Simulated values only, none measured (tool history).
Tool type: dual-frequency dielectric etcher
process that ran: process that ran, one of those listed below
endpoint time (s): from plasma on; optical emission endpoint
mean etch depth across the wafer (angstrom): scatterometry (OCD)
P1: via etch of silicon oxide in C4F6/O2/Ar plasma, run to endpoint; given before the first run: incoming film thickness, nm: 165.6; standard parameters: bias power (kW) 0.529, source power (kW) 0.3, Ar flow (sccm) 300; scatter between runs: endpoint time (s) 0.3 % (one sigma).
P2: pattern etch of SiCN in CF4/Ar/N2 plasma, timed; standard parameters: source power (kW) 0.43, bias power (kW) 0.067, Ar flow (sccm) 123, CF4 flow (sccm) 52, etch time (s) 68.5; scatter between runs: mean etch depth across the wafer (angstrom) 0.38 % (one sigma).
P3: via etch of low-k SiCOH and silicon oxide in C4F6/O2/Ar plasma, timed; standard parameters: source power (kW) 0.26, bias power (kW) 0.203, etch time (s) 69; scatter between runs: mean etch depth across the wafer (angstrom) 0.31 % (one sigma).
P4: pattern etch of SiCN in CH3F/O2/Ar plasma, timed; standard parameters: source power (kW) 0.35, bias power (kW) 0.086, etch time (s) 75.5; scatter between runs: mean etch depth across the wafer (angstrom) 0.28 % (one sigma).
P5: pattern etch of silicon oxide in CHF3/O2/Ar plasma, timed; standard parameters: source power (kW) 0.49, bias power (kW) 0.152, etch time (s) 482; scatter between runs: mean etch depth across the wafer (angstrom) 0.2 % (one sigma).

run	hour	process that ran	bias power (kW)	source power (kW)	Ar flow (sccm)	etch time (s)	CF4 flow (sccm)	endpoint time (s)	mean etch depth across the wafer (angstrom)
1	7.6	P1	0.529	0.3	300			39.451	
2	17.8	P4	0.115	0.35		75.5			323.26
3	27	P1	0.635	0.24	300			39.989	
4	36.6	P5	0.152	0.49		314.5			5448.4
5	49.6	P3	0.203	0.21		69			1488.2
6	63.1	P1	0.529	0.3	377			40.62	
7	76.5	P1	0.529	0.3	300			39.793	
8	87.7	P1	0.529	0.41	300			35.311	
9	99.6	P4	0.086	0.35		52.5			201.37
10	111.6	P1	0.679	0.3	393			37.157	
11	125.7	P4	0.086	0.35		75.5			287.76
12	132.8	P5	0.152	0.49		482			8404.5
13	146.7	P3	0.203	0.26		38			891.55
14	159	P4	0.086	0.35		75.5			289.65
15	169.1	P2	0.054	0.43	123	68.5	52		462.71
16	177	P5	0.152	0.49		482			8389.2
17	184	P3	0.203	0.26		69			1623.7
18	190.9	P1	0.418	0.3	300			43.146	
19	198.3	P2	0.067	0.43	123	94	52		688.88
20	209.9	P1	0.529	0.3	300			39.635	
21	220.7	P3	0.161	0.26		69			1505
22	229.9	P1	0.529	0.22	242			43.263	
23	239.5	P1	0.529	0.3	300			39.578	
# hour 247.4: source power generator calibrated
24	247.5	P2	0.067	0.43	123	68.5	52		503.72
25	258.2	P1	0.529	0.19	300			46.831	
26	271.8	P2	0.067	0.59	123	68.5	52		659.91
27	284.4	P1	0.529	0.3	175			37.462	
28	295.8	P5	0.114	0.49		482			7635.1
29	305.6	P2	0.067	0.43	153	68.5	52		479.38
30	318.4	P1	0.529	0.3	300			39.479	
31	326.9	P3	0.203	0.26		69			1614.5
32	341.3	P5	0.152	0.65		482			9344.6
33	347.7	P1	0.529	0.3	300			39.594	
34	360.4	P4	0.086	0.21		75.5			239.36
35	372.2	P1	0.69	0.3	300			35.698	
36	382.5	P2	0.067	0.43	123	68.5	36		471.56
37	393.9	P1	0.529	0.3	300			39.55	
38	401.9	P1	0.529	0.3	300			39.515	
39	408.1	P1	0.529	0.3	300			39.361	
40	418.1	P1	0.529	0.3	300			39.146	
41	430.7	P1	0.529	0.3	300			39.116	
# hour 434.8: Ar flow controller replaced
42	437.8	P1	0.529	0.3	300			39.204	
43	450.2	P1	0.529	0.3	300			39.062	
44	459.3	P1	0.529	0.3	300			38.926	
# hour 464.4: wet clean of the chamber
45	468.2	P1	0.529	0.3	300			38.887	
46	481.8	P1	0.529	0.3	300			38.95	
47	489.9	P1	0.529	0.3	300			38.749	
48	497.8	P1	0.529	0.3	300			38.865	

Compared with where it was, what P1 gives has crept away. Each cause listed below fits the log as well as the rest, at the size given for it:
A: bias power that arrives over what is set, % = 4.31
B: source power that arrives over what is set, % = 4.51
The onset of the drift is placed at about hour 393.9.
Every other cause this tool's parts could produce, and why it does not fit the log:
chamber walls in a state that raises the etch rate, %: serviced at hour 464.4, after the change had begun; the process did not return to its earlier output
Ar flow that arrives under what is set, %: serviced at hour 434.8, after the change had begun; the process did not return to its earlier output

Of the 4 check runs below, each run on 2 wafers with the results averaged and each result still a question mark, which one would tell the listed causes apart?
check 1	505.7	P4	0.086	0.35		75.5			?
check 2	505.7	P3	0.203	0.26		69			?
check 3	505.7	P5	0.152	0.49		482			?
check 4	505.7	P2	0.067	0.43	123	68.5	52		?

What every check run would give for each of its results, assuming each possible cause in turn:
check	result	if A	if B
check 1	mean etch depth across the wafer (angstrom)	293.64	293.85
check 2	mean etch depth across the wafer (angstrom)	1639.2	1643.8
check 3	mean etch depth across the wafer (angstrom)	8485	8510.6
check 4	mean etch depth across the wafer (angstrom)	508.86	520.5
Minimum pairwise separation of causes per check, each pair taken at its best-separating result: check 1 0.07 %; check 2 0.28 %; check 3 0.3 %; check 4 2.26 %
The other checks would show nearly matching results whichever cause is true, so check 4 is the only one that separates the causes.

Check 4 has now been run. It gave: mean etch depth across the wafer (angstrom) 511.98. Which of the candidate causes is it?

The correct cause is A, namely: bias power that arrives over what is set, %.
